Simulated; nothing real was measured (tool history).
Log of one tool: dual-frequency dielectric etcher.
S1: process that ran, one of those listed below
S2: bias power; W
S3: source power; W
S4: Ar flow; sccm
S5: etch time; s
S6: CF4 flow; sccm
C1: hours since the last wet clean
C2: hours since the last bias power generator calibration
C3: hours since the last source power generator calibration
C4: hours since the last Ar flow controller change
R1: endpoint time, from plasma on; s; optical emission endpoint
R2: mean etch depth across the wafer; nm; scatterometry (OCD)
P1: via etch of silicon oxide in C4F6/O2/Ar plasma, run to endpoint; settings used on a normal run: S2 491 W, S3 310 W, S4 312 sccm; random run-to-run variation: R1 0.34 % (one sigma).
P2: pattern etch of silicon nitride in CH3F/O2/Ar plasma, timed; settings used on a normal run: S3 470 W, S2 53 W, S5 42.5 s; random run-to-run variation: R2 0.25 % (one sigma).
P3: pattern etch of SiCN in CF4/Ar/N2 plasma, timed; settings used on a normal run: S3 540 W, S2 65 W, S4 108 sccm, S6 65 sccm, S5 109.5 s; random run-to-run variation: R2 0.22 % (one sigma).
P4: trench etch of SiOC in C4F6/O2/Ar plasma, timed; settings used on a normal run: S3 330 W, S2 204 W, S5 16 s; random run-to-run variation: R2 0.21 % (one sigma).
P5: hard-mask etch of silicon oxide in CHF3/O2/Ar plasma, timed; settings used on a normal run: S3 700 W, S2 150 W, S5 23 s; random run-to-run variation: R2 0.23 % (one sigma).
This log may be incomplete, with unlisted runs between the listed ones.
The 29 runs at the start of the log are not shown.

Run 30, hour 390.2: S1 P2, S2 53 W, S3 470 W, S5 42.5 s; C1 76.2; C2 72.2; C3 2269.8; C4 84.8. Result: R2 27.639 nm.
Run 31, hour 404.8: S1 P1, S2 491 W, S3 310 W, S4 312 sccm; C1 90.8; C2 86.8; C3 2284.4; C4 99.4. Result: R1 27.15 s.
Run 32, hour 414.8: S1 P5, S2 150 W, S3 700 W, S5 23 s; C1 100.8; C2 96.8; C3 2294.4; C4 109.4. Result: R2 44.966 nm.
Run 33, hour 428.1: S1 P1, S2 491 W, S3 310 W, S4 312 sccm; C1 114.1; C2 110.1; C3 2307.7; C4 122.7. Result: R1 27.174 s.
Run 34, hour 439.1: S1 P1, S2 491 W, S3 310 W, S4 312 sccm; C1 125.1; C2 121.1; C3 2318.7; C4 133.7. Result: R1 27.324 s.
Run 35, hour 453.4: S1 P1, S2 491 W, S3 310 W, S4 312 sccm; C1 139.4; C2 135.4; C3 2333; C4 148. Result: R1 27.189 s.
Run 36, hour 464.9: S1 P1, S2 491 W, S3 310 W, S4 312 sccm; C1 150.9; C2 146.9; C3 2344.5; C4 159.5. Result: R1 27.011 s.
Run 37, hour 477.4: S1 P1, S2 491 W, S3 310 W, S4 312 sccm; C1 163.4; C2 159.4; C3 2357; C4 172. Result: R1 27.054 s.

Run 38 comes next. What will it give?
Run 38, hour 487: S1 P1, S2 491 W, S3 310 W, S4 312 sccm; C1 173; C2 169; C3 2366.6; C4 181.6. Result: R1 ?.

Logged for run 38: R1 27.007 s.
